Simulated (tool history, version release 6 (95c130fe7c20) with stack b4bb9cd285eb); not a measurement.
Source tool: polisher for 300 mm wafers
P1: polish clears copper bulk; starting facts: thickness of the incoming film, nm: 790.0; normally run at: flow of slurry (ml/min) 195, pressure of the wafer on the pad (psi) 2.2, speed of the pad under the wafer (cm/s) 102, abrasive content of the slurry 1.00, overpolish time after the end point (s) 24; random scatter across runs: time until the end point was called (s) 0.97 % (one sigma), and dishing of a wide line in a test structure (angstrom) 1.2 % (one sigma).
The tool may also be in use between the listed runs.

run   hour  flow of slurry (ml/min)  pressure of the wafer on the pad (psi)  speed of the pad under the wafer (cm/s)  abrasive content of the slurry  overpolish time after the end point (s)  wafers polished on this pad  hours since the slurry nozzle was cleaned  hours since the head pressure was calibrated  hours since the slurry blender was calibrated  time until the end point was called (s)  dishing of a wide line in a test structure (angstrom)
  1    6.5                      195                                     2.2                                      102                            1.00                                       24                          482                                      409.4                                         118.2                                           50.4                                  130.510                                                 705.70
  2   10.5                      195                                     2.2                                      102                            1.45                                       24                          515                                      413.4                                         122.2                                           54.4                                  118.170                                                 703.20
  3   16.9                      195                                     2.2                                       58                            1.00                                       24                          568                                      419.8                                         128.6                                           60.8                                  228.880                                                 493.44
  4   20.9                      195                                     2.2                                      102                            1.00                                       24                          601                                      423.8                                         132.6                                           64.8                                  126.290                                                 708.32
  5   24.9                      195                                     2.2                                      102                            1.00                                       24                          634                                      427.8                                         136.6                                           68.8                                  128.490                                                 695.46
  6   30.0                      195                                     2.2                                      102                            1.00                                       24                          676                                      432.9                                         141.7                                           73.9                                  126.010                                                 684.71
  7   36.4                      195                                     2.2                                      102                            1.00                                       12                          728                                      439.3                                         148.1                                           80.3                                  129.390                                                 453.15
  8   41.0                      115                                     2.2                                      102                            1.00                                       24                          766                                      443.9                                         152.7                                           84.9                                  139.540                                                 659.84
  9   45.4                      195                                     2.2                                      160                            1.00                                       24                          802                                      448.3                                         157.1                                           89.3                                   82.651                                                 826.84
 10   52.4                      295                                     2.2                                      102                            1.00                                       24                          860                                      455.3                                         164.1                                           96.3                                  121.430                                                 703.88
 11   58.3                      195                                     1.1                                      102                            1.00                                       24                          909                                      461.2                                         170.0                                          102.2                                  255.880                                                 421.45
 12   65.2                      195                                     2.2                                      102                            0.55                                       15                          966                                      468.1                                         176.9                                          109.1                                  145.030                                                 483.13
 13   70.4                      195                                     2.2                                      102                            1.00                                       40                         1008                                      473.3                                         182.1                                          114.3                                  129.860                                                 843.19
 14   79.1                      195                                     2.2                                      102                            1.00                                       24                         1080                                      482.0                                         190.8                                          123.0                                  130.530                                                 702.27
 15   84.4                      195                                     2.2                                      102                            1.00                                       24                         1124                                      487.3                                         196.1                                          128.3                                  129.630                                                 676.82
 16   90.5                      300                                     2.2                                      102                            0.55                                       24                         1174                                      493.4                                         202.2                                          134.4                                  138.240                                                 658.22
 17   94.4                      195                                     3.3                                      102                            1.00                                       24                         1206                                      497.3                                         206.1                                          138.3                                   86.706                                                 867.28
 18   98.6                      195                                     2.2                                      102                            0.65                                       24                         1241                                      501.5                                         210.3                                          142.5                                  139.710                                                 666.27
 19  102.7                      195                                     2.2                                      102                            1.00                                       24                         1274                                      505.6                                         214.4                                          146.6                                  128.100                                                 693.03
 20  111.1                      195                                     2.2                                      102                            1.00                                       24                         1344                                      514.0                                         222.8                                          155.0                                  133.140                                                 671.32
 21  119.7                      195                                     2.2                                      102                            1.00                                       24                         1414                                      522.6                                         231.4                                          163.6                                  136.820                                                 663.92
     123.1  -- head pressure recalibrated
     123.7  -- worn pad replaced by a new one
 22  124.5                      195                                     2.2                                      102                            1.00                                       24                            7                                      527.4                                           1.4                                          168.4                                  136.990                                                 671.49

Run 23, settings as shown, results not yet in. Your forecast:
 23  129.1                      195                                     2.2                                      102                            1.00                                       24                           45                                      532.0                                           6.0                                          173.0                                        ?                                                      ?

time until the end point was called (s): 137.960
dishing of a wide line in a test structure (angstrom): 670.65

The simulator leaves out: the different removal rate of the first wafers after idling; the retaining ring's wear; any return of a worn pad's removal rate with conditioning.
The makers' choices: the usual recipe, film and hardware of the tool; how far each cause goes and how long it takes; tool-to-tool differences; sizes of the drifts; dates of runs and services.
